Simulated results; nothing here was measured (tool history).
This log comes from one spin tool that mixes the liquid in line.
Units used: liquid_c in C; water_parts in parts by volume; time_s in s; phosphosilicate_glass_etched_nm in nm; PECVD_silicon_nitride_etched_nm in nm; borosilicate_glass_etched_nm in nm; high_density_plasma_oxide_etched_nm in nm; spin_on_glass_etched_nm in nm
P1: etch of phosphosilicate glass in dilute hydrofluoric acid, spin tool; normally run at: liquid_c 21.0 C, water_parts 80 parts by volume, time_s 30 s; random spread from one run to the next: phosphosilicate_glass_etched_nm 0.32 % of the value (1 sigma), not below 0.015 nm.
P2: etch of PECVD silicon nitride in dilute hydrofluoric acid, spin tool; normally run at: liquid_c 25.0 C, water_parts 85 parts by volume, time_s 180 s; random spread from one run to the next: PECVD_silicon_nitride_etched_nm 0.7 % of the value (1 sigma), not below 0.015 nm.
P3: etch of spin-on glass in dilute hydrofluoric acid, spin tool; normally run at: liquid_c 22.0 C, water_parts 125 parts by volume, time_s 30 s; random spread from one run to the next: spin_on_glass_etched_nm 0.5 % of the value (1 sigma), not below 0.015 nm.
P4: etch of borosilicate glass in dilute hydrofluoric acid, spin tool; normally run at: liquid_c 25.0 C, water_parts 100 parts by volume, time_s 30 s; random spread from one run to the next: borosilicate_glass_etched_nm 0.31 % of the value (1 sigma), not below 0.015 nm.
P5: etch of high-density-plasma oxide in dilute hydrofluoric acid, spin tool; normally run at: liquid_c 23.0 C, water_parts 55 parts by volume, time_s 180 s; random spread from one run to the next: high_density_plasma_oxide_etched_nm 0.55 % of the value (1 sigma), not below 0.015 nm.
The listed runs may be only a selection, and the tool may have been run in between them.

| run | hour | process | liquid_c | water_parts | time_s | phosphosilicate_glass_etched_nm | PECVD_silicon_nitride_etched_nm | borosilicate_glass_etched_nm | high_density_plasma_oxide_etched_nm | spin_on_glass_etched_nm |
|---|---|---|---|---|---|---|---|---|---|---|
| 1 | 13.9 | P1 | 21.0 | 80 | 30 | 47.983 |  |  |  |  |
| 2 | 21.0 | P1 | 21.0 | 80 | 30 | 48.182 |  |  |  |  |
| 3 | 33.4 | P1 | 21.0 | 110 | 50 | 56.077 |  |  |  |  |
| 4 | 47.8 | P1 | 17.0 | 80 | 15 | 20.277 |  |  |  |  |
| 5 | 55.7 | P2 | 25.0 | 85 | 15 |  | 0.33098 |  |  |  |
| 6 | 63.2 | P1 | 29.0 | 80 | 15 | 33.012 |  |  |  |  |
| 7 | 76.5 | P1 | 21.0 | 140 | 30 | 25.547 |  |  |  |  |
| 8 | 84.9 | P4 | 25.0 | 100 | 60 |  |  | 17.6760 |  |  |
| 9 | 91.7 | P1 | 29.0 | 80 | 30 | 66.168 |  |  |  |  |
| 10 | 98.8 | P4 | 25.0 | 50 | 30 |  |  | 18.8130 |  |  |
| 11 | 106.3 | P1 | 21.0 | 80 | 45 | 71.981 |  |  |  |  |
| 12 | 117.9 | P5 | 23.0 | 55 | 355 |  |  |  | 33.4750 |  |
| 13 | 130.6 | P2 | 25.0 | 30 | 180 |  | 10.69300 |  |  |  |
| 14 | 143.9 | P1 | 21.0 | 80 | 30 | 48.199 |  |  |  |  |
| 15 | 150.6 | P1 | 21.0 | 80 | 15 | 23.887 |  |  |  |  |
| 16 | 161.1 | P5 | 23.0 | 55 | 180 |  |  |  | 17.1130 |  |
| 17 | 170.1 | P4 | 25.0 | 100 | 30 |  |  | 8.8021 |  |  |
| 18 | 179.3 | P2 | 25.0 | 85 | 180 |  | 3.82630 |  |  |  |
| 19 | 187.4 | P3 | 17.0 | 125 | 30 |  |  |  |  | 5.8123 |
| 20 | 198.7 | P1 | 21.0 | 80 | 30 | 48.058 |  |  |  |  |
| 21 | 208.6 | P4 | 17.0 | 100 | 30 |  |  | 6.3673 |  |  |
| 22 | 218.0 | P1 | 21.0 | 80 | 30 | 47.548 |  |  |  |  |
| 23 | 229.9 | P3 | 22.0 | 125 | 65 |  |  |  |  | 15.3320 |
| 24 | 240.5 | P1 | 17.0 | 80 | 30 | 40.264 |  |  |  |  |
| 25 | 251.8 | P4 | 25.0 | 100 | 30 |  |  | 8.8674 |  |  |
| 26 | 262.5 | P3 | 22.0 | 125 | 30 |  |  |  |  | 7.1027 |
| 27 | 270.9 | P3 | 22.0 | 45 | 30 |  |  |  |  | 21.8290 |
| 28 | 278.1 | P5 | 23.0 | 55 | 180 |  |  |  | 17.1420 |  |
| 29 | 288.1 | P5 | 23.0 | 100 | 180 |  |  |  | 8.9295 |  |
| 30 | 298.2 | P5 | 17.0 | 55 | 180 |  |  |  | 13.2190 |  |
| 31 | 305.7 | P2 | 19.5 | 85 | 180 |  | 2.67450 |  |  |  |
| 32 | 320.2 | P1 | 21.0 | 80 | 30 | 47.647 |  |  |  |  |
| 33 | 330.1 | P1 | 21.0 | 40 | 30 | 100.810 |  |  |  |  |
| 34 | 336.7 | P1 | 21.0 | 80 | 30 | 48.030 |  |  |  |  |
| 35 | 349.9 | P1 | 21.0 | 80 | 30 | 49.847 |  |  |  |  |
| 36 | 365.1 | P1 | 21.0 | 80 | 30 | 51.023 |  |  |  |  |
| 37 | 372.1 | P1 | 21.0 | 80 | 30 | 51.074 |  |  |  |  |
| 38 | 382.6 | P1 | 21.0 | 80 | 30 | 51.430 |  |  |  |  |
| 39 | 390.6 | P1 | 21.0 | 80 | 30 | 51.915 |  |  |  |  |
| 40 | 403.2 | P1 | 21.0 | 80 | 30 | 52.275 |  |  |  |  |
| 41 | 415.6 | P1 | 21.0 | 80 | 30 | 51.873 |  |  |  |  |
| 42 | 426.7 | P1 | 21.0 | 80 | 30 | 52.199 |  |  |  |  |

What P1 gives has crept away from where it was. These 2 causes fit the log equally well, each at the size given:
A: hydrofluoric acid flow above the setpoint (%) = 7.72
B: liquid hotter than its thermometer reads (K) = 1.99
Creep in the process output first set in at about hour 336.7.

Which of the check runs below tells the causes apart, meaning the causes would give it clearly different results? Each run uses 5 wafers whose results are averaged, and each result is shown as a question mark.
| check 1 | 437.8 | P5 | 23.0 | 80 | 325 |  |  |  | ? |  |
| check 2 | 437.8 | P2 | 25.0 | 85 | 45 |  | ? |  |  |  |
| check 3 | 437.8 | P4 | 25.0 | 70 | 50 |  |  | ? |  |  |
| check 4 | 437.8 | P3 | 22.0 | 70 | 60 |  |  |  |  | ? |

Check results expected under each cause:
| check | result | if A | if B |
|---|---|---|---|
| check 1 | high_density_plasma_oxide_etched_nm | 22.3620 | 22.3310 |
| check 2 | PECVD_silicon_nitride_etched_nm | 1.03700 | 1.09720 |
| check 3 | borosilicate_glass_etched_nm | 23.7150 | 23.6730 |
| check 4 | spin_on_glass_etched_nm | 29.3510 | 29.3720 |
How far apart the two closest causes lie, in the result that separates them most: check 1 0.14 %; check 2 5.65 %; check 3 0.18 %; check 4 0.07 %
Check 2 is the one run that separates the causes; every other check would come out nearly the same whichever cause is at work.

After running check 2, the following was obtained: PECVD_silicon_nitride_etched_nm 1.07980 nm. Which cause does this point to?

It was cause B: liquid hotter than its thermometer reads (K).
